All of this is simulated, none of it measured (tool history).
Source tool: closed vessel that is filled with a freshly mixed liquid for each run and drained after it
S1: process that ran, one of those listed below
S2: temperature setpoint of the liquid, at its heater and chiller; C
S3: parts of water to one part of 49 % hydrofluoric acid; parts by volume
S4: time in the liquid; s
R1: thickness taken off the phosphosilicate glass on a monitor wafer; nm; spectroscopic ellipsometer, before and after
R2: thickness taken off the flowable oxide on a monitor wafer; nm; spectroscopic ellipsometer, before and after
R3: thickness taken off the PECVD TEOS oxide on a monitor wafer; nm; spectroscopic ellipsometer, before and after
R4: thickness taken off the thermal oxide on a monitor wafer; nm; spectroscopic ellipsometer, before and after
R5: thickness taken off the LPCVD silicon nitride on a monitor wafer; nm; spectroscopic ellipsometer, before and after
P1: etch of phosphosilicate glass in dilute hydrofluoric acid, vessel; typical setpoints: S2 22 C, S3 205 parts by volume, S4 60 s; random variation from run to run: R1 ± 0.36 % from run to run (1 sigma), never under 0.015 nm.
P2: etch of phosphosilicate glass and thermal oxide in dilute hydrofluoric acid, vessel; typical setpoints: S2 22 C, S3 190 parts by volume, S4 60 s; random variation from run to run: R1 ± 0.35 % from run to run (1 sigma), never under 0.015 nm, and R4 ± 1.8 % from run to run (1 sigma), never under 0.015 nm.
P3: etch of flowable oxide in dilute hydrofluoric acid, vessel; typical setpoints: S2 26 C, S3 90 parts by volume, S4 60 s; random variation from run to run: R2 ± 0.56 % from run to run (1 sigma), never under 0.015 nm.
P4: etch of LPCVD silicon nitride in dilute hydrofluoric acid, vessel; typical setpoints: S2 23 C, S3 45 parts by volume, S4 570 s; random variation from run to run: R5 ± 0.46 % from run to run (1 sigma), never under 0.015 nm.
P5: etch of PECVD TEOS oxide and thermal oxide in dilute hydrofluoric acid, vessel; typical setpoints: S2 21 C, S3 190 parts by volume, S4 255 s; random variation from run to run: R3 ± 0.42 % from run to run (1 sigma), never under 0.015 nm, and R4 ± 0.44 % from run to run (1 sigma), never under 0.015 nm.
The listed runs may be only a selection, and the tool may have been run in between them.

Run 1, hour 15.4: S1 P1, S2 22 C, S3 205 parts by volume, S4 60 s. Result: R1 49.597 nm.
Run 2, hour 25.7: S1 P3, S2 26 C, S3 90 parts by volume, S4 60 s. Result: R2 19.017 nm.
Run 3, hour 43.1: S1 P1, S2 22 C, S3 205 parts by volume, S4 60 s. Result: R1 49.849 nm.
Run 4, hour 52.1: S1 P1, S2 22 C, S3 205 parts by volume, S4 35 s. Result: R1 29.102 nm.
Run 5, hour 70.7: S1 P5, S2 17 C, S3 190 parts by volume, S4 255 s. Result: R3 12.565 nm, R4 4.1452 nm.
Run 6, hour 79: S1 P4, S2 23 C, S3 45 parts by volume, S4 570 s. Result: R5 5.5374 nm.
Run 7, hour 93.3: S1 P3, S2 26 C, S3 155 parts by volume, S4 60 s. Result: R2 10.208 nm.
Run 8, hour 101.7: S1 P1, S2 22 C, S3 305 parts by volume, S4 60 s. Result: R1 30.309 nm.
Run 9, hour 110.4: S1 P3, S2 26 C, S3 90 parts by volume, S4 105 s. Result: R2 33.514 nm.
Run 10, hour 121: S1 P2, S2 22 C, S3 80 parts by volume, S4 60 s. Result: R1 43.023 nm, R4 3.286 nm.
Run 11, hour 132.1: S1 P1, S2 22 C, S3 205 parts by volume, S4 60 s. Result: R1 49.664 nm.
Run 12, hour 141.6: S1 P1, S2 22 C, S3 205 parts by volume, S4 60 s. Result: R1 49.894 nm.
Run 13, hour 156.8: S1 P1, S2 29 C, S3 205 parts by volume, S4 60 s. Result: R1 64.427 nm.
Run 14, hour 166.2: S1 P1, S2 18.5 C, S3 120 parts by volume, S4 60 s. Result: R1 81.185 nm.
Run 15, hour 179.3: S1 P5, S2 21 C, S3 190 parts by volume, S4 255 s. Result: R3 14.734 nm, R4 4.848 nm.
Run 16, hour 195.6: S1 P5, S2 21 C, S3 190 parts by volume, S4 255 s. Result: R3 14.505 nm, R4 4.8677 nm.
Run 17, hour 213.8: S1 P5, S2 21 C, S3 190 parts by volume, S4 70 s. Result: R3 4.0495 nm, R4 1.3561 nm.
Run 18, hour 228.8: S1 P1, S2 22 C, S3 205 parts by volume, S4 110 s. Result: R1 91.095 nm.
Run 19, hour 236.9: S1 P4, S2 23 C, S3 45 parts by volume, S4 570 s. Result: R5 5.5518 nm.
Run 20, hour 248.3: S1 P1, S2 22 C, S3 100 parts by volume, S4 60 s. Result: R1 114.02 nm.
Run 21, hour 263.7: S1 P4, S2 23 C, S3 45 parts by volume, S4 1015 s. Result: R5 10.032 nm.
Run 22, hour 275.2: S1 P2, S2 22 C, S3 190 parts by volume, S4 110 s. Result: R1 29.42 nm, R4 2.1957 nm.
Run 23, hour 286.2: S1 P1, S2 22 C, S3 205 parts by volume, S4 60 s. Result: R1 49.857 nm.
Run 24, hour 296.4: S1 P2, S2 22 C, S3 190 parts by volume, S4 60 s. Result: R1 16.137 nm, R4 1.2655 nm.
Run 25, hour 312: S1 P4, S2 23 C, S3 20 parts by volume, S4 570 s. Result: R5 12.04 nm.
Run 26, hour 321.1: S1 P1, S2 22 C, S3 205 parts by volume, S4 60 s. Result: R1 49.924 nm.
Run 27, hour 329.5: S1 P3, S2 26 C, S3 90 parts by volume, S4 60 s. Result: R2 18.966 nm.
Run 28, hour 339.2: S1 P1, S2 22 C, S3 205 parts by volume, S4 60 s. Result: R1 49.697 nm.
Run 29, hour 355.3: S1 P2, S2 22 C, S3 190 parts by volume, S4 60 s. Result: R1 15.994 nm, R4 1.2739 nm.
Run 30, hour 369.3: S1 P1, S2 17 C, S3 205 parts by volume, S4 60 s. Result: R1 41.099 nm.
Run 31, hour 387.3: S1 P2, S2 17.5 C, S3 190 parts by volume, S4 60 s. Result: R1 13.407 nm, R4 1.0196 nm.
Run 32, hour 397.1: S1 P3, S2 19.5 C, S3 90 parts by volume, S4 60 s. Result: R2 14.597 nm.
Run 33, hour 408.7: S1 P1, S2 18 C, S3 130 parts by volume, S4 60 s. Result: R1 72.603 nm.
Run 34, hour 427: S1 P5, S2 21 C, S3 335 parts by volume, S4 255 s. Result: R3 7.2247 nm, R4 2.3916 nm.
Run 35, hour 443.1: S1 P4, S2 17.5 C, S3 45 parts by volume, S4 570 s. Result: R5 3.805 nm.
Run 36, hour 459.3: S1 P1, S2 22 C, S3 205 parts by volume, S4 60 s. Result: R1 50.031 nm.
Run 37, hour 474.5: S1 P1, S2 22 C, S3 205 parts by volume, S4 60 s. Result: R1 48.521 nm.
Run 38, hour 492.2: S1 P1, S2 22 C, S3 205 parts by volume, S4 60 s. Result: R1 47.708 nm.
Run 39, hour 507.2: S1 P1, S2 22 C, S3 205 parts by volume, S4 60 s. Result: R1 46.869 nm.
Run 40, hour 522.2: S1 P1, S2 22 C, S3 205 parts by volume, S4 60 s. Result: R1 46.35 nm.
Run 41, hour 536.3: S1 P1, S2 22 C, S3 205 parts by volume, S4 60 s. Result: R1 46.3 nm.
Run 42, hour 547.9: S1 P1, S2 22 C, S3 205 parts by volume, S4 60 s. Result: R1 46.06 nm.
Run 43, hour 565.4: S1 P1, S2 22 C, S3 205 parts by volume, S4 60 s. Result: R1 46.18 nm.
Run 44, hour 580.1: S1 P1, S2 22 C, S3 205 parts by volume, S4 60 s. Result: R1 45.799 nm.
Run 45, hour 591.8: S1 P1, S2 22 C, S3 205 parts by volume, S4 60 s. Result: R1 45.825 nm.
Run 46, hour 601.4: S1 P1, S2 22 C, S3 205 parts by volume, S4 60 s. Result: R1 45.765 nm.
Run 47, hour 616.5: S1 P1, S2 22 C, S3 205 parts by volume, S4 60 s. Result: R1 45.901 nm.

P1 no longer gives what it gave before; its output has crept away from where it was. The following 2 causes, each at its listed size, fit the log equally well:
A: liquid colder than its thermometer reads (K) = 2.22
B: hydrofluoric acid flow below the setpoint (%) = 6.71
At approximately hour 459.3, the process output began to creep.

Each of the 4 check runs below uses one wafer; its results are left as question marks. Which run tells the causes apart?
Run check 1, hour 631.6: S1 P2, S2 22 C, S3 190 parts by volume, S4 60 s. Result: R1 ?, R4 ?.
Run check 2, hour 631.6: S1 P3, S2 26 C, S3 90 parts by volume, S4 60 s. Result: R2 ?.
Run check 3, hour 631.6: S1 P4, S2 23 C, S3 45 parts by volume, S4 570 s. Result: R5 ?.
Run check 4, hour 631.6: S1 P5, S2 21 C, S3 190 parts by volume, S4 255 s. Result: R3 ?, R4 ?.

If the cause were each of the candidates in turn, the checks would give the following:
  check  result    if A    if B
check 1      R1  14.718  14.745
check 1      R4  1.1319   1.134
check 2      R2  17.495  17.672
check 3      R5  4.7832  5.2054
check 4      R3  13.457  13.499
check 4      R4  4.4409  4.4546
Per check, the gap between the least separated pair of causes, taken in the result that splits them most: check 1 0.18 %; check 2 1.01 %; check 3 8.46 %; check 4 0.31 %
Check 3 distinguishes between the causes, while the remaining checks would return nearly the same result for all of them.

Then check 3 was run and gave: R5 5.1873 nm. Which cause is it?

Of the candidate causes, it is B: hydrofluoric acid flow below the setpoint (%).
